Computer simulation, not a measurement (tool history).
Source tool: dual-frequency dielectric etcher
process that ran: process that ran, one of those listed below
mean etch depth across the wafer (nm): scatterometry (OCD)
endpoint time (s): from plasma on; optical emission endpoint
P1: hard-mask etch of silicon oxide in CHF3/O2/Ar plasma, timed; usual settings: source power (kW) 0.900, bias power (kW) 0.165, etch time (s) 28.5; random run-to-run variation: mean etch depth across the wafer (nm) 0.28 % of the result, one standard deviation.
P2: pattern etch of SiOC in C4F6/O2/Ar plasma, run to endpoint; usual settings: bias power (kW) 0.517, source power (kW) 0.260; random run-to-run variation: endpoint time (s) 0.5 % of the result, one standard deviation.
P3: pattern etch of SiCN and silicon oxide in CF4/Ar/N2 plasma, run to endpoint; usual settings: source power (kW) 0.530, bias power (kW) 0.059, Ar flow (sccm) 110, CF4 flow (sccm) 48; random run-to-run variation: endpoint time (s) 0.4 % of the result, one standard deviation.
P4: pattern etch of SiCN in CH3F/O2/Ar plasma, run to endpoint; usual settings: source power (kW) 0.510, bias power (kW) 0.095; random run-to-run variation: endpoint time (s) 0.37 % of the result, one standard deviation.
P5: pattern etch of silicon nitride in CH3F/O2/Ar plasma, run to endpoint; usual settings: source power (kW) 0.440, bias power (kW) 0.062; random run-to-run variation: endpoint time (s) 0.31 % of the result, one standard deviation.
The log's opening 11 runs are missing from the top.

| run | day | process that ran | source power (kW) | bias power (kW) | etch time (s) | Ar flow (sccm) | CF4 flow (sccm) | hours since the last wet clean | hours since the last source power generator calibration | hours since the last bias power generator calibration | mean etch depth across the wafer (nm) | endpoint time (s) |
|---|---|---|---|---|---|---|---|---|---|---|---|---|
| 12 | 4.292 | P5 | 0.440 | 0.075 |  |  |  | 42.3 | 23.7 | 779.6 |  | 29.651 |
| 13 | 4.575 | P1 | 0.900 | 0.165 | 28.5 |  |  | 49.1 | 30.5 | 786.4 | 64.537 |  |
| 14 | 4.858 | P1 | 1.240 | 0.165 | 28.5 |  |  | 55.9 | 37.3 | 793.2 | 73.374 |  |
| 15 | 5.188 | P5 | 0.440 | 0.062 |  |  |  | 63.8 | 45.2 | 801.1 |  | 31.844 |
| 16 | 5.371 | P4 | 0.510 | 0.095 |  |  |  | 68.2 | 49.6 | 805.5 |  | 23.003 |
| 17 | 5.750 | P3 | 0.530 | 0.059 |  | 81 | 48 | 77.3 | 58.7 | 814.6 |  | 16.833 |
| 18 | 6.121 | P4 | 0.510 | 0.095 |  |  |  | 86.2 | 67.6 | 823.5 |  | 22.825 |
| 19 | 6.421 | P3 | 0.530 | 0.059 |  | 110 | 29 | 93.4 | 74.8 | 830.7 |  | 19.429 |
| 20 | 6.662 | P3 | 0.530 | 0.044 |  | 110 | 48 | 99.2 | 80.6 | 836.5 |  | 19.528 |
| 21 | 6.962 | P1 | 0.900 | 0.165 | 28.5 |  |  | 106.4 | 87.8 | 843.7 | 64.740 |  |
| 22 | 7.175 | P1 | 0.900 | 0.126 | 28.5 |  |  | 111.5 | 92.9 | 848.8 | 59.771 |  |
| 23 | 7.508 | P4 | 0.510 | 0.132 |  |  |  | 119.5 | 100.9 | 856.8 |  | 20.230 |
| 24 | 7.854 | P2 | 0.260 | 0.517 |  |  |  | 127.8 | 109.2 | 865.1 |  | 14.259 |
| 25 | 8.250 | P2 | 0.260 | 0.517 |  |  |  | 137.3 | 118.7 | 874.6 |  | 14.356 |
| 26 | 8.525 | P3 | 0.690 | 0.059 |  | 110 | 48 | 143.9 | 125.3 | 881.2 |  | 13.914 |
| 27 | 8.817 | P3 | 0.530 | 0.059 |  | 110 | 48 | 150.9 | 132.3 | 888.2 |  | 17.700 |
| 28 | 9.112 | P2 | 0.350 | 0.517 |  |  |  | 158.0 | 139.4 | 895.3 |  | 12.817 |
| 29 | 9.312 | P1 | 0.540 | 0.165 | 28.5 |  |  | 162.8 | 144.2 | 900.1 | 53.007 |  |
| 30 | 9.712 | P1 | 1.060 | 0.215 | 28.5 |  |  | 172.4 | 153.8 | 909.7 | 75.128 |  |
| 31 | 9.975 | P1 | 0.900 | 0.165 | 28.5 |  |  | 178.7 | 160.1 | 916.0 | 64.626 |  |
| 32 | 10.329 | P1 | 0.900 | 0.165 | 28.5 |  |  | 187.2 | 168.6 | 924.5 | 64.675 |  |
| 33 | 10.629 | P1 | 0.900 | 0.165 | 28.5 |  |  | 194.4 | 175.8 | 931.7 | 64.315 |  |
| 34 | 10.938 | P1 | 0.900 | 0.165 | 28.5 |  |  | 201.8 | 183.2 | 939.1 | 64.276 |  |

Run 35 comes next. What will it give?
| 35 | 11.217 | P1 | 0.900 | 0.165 | 28.5 |  |  | 208.5 | 189.9 | 945.8 | ? |  |

mean etch depth across the wafer (nm): 64.125
